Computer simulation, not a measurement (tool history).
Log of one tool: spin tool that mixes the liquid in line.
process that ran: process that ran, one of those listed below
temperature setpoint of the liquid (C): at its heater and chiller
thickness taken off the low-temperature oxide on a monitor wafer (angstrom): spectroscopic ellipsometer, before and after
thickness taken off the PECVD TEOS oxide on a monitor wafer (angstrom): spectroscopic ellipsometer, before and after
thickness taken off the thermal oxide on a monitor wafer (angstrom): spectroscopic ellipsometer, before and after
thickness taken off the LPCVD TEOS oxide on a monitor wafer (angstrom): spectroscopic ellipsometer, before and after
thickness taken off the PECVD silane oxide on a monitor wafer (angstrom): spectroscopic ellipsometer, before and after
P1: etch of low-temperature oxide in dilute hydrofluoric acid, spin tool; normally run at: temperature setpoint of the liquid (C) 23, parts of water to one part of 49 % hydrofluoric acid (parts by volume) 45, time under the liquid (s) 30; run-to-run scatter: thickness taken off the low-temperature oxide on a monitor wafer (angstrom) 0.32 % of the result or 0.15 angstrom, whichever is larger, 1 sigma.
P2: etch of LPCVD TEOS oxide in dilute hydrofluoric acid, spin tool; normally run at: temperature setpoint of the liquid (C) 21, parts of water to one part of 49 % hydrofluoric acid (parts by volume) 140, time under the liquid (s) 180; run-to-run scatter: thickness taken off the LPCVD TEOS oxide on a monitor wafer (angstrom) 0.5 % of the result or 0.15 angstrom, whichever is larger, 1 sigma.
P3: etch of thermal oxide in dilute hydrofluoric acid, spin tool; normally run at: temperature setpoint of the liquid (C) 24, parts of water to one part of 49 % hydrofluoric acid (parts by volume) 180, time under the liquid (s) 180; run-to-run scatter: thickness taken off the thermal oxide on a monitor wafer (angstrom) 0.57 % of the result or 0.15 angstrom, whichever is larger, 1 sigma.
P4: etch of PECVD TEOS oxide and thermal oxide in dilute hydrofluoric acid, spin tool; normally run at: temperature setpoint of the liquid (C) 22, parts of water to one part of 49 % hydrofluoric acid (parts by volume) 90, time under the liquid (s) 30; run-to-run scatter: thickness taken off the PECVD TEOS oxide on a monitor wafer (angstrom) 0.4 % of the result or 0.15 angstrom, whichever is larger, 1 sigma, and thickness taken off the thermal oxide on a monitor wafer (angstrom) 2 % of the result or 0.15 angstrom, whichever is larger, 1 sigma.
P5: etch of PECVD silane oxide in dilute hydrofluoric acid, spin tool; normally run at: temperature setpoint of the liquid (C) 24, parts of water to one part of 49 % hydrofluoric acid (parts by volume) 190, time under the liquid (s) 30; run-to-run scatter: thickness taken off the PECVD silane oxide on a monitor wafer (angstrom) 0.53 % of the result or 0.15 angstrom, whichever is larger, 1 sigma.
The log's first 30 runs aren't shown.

run	hour	process that ran	temperature setpoint of the liquid (C)	parts of water to one part of 49 % hydrofluoric acid (parts by volume)	time under the liquid (s)	hours since the thermometer was replaced	hours since the hydrofluoric acid flow meter was replaced	thickness taken off the low-temperature oxide on a monitor wafer (angstrom)	thickness taken off the PECVD TEOS oxide on a monitor wafer (angstrom)	thickness taken off the thermal oxide on a monitor wafer (angstrom)	thickness taken off the LPCVD TEOS oxide on a monitor wafer (angstrom)	thickness taken off the PECVD silane oxide on a monitor wafer (angstrom)
31	145.7	P1	23	20	30	112.7	386.8	436.97				
32	150.7	P1	23	45	30	117.7	391.8	189.01				
33	154.9	P1	23	45	30	121.9	396	188.15				
34	159.1	P1	23	45	30	126.1	400.2	189.36				
35	165.5	P1	23	45	30	132.5	406.6	188.77				
36	171.7	P1	23	45	30	138.7	412.8	182.37				
37	175.5	P1	23	45	30	142.5	416.6	179.93				
38	181.8	P1	23	45	30	148.8	422.9	176.9				
39	186.9	P1	23	45	30	153.9	428	175.72				
40	193.3	P1	23	45	30	160.3	434.4	174.18				
41	196.2	P1	23	45	30	163.2	437.3	174.15				

Run 42 comes next. What will it give?
42	202.3	P1	23	45	30	169.3	443.4	?				

Run 42 gave thickness taken off the low-temperature oxide on a monitor wafer (angstrom) 173.4.

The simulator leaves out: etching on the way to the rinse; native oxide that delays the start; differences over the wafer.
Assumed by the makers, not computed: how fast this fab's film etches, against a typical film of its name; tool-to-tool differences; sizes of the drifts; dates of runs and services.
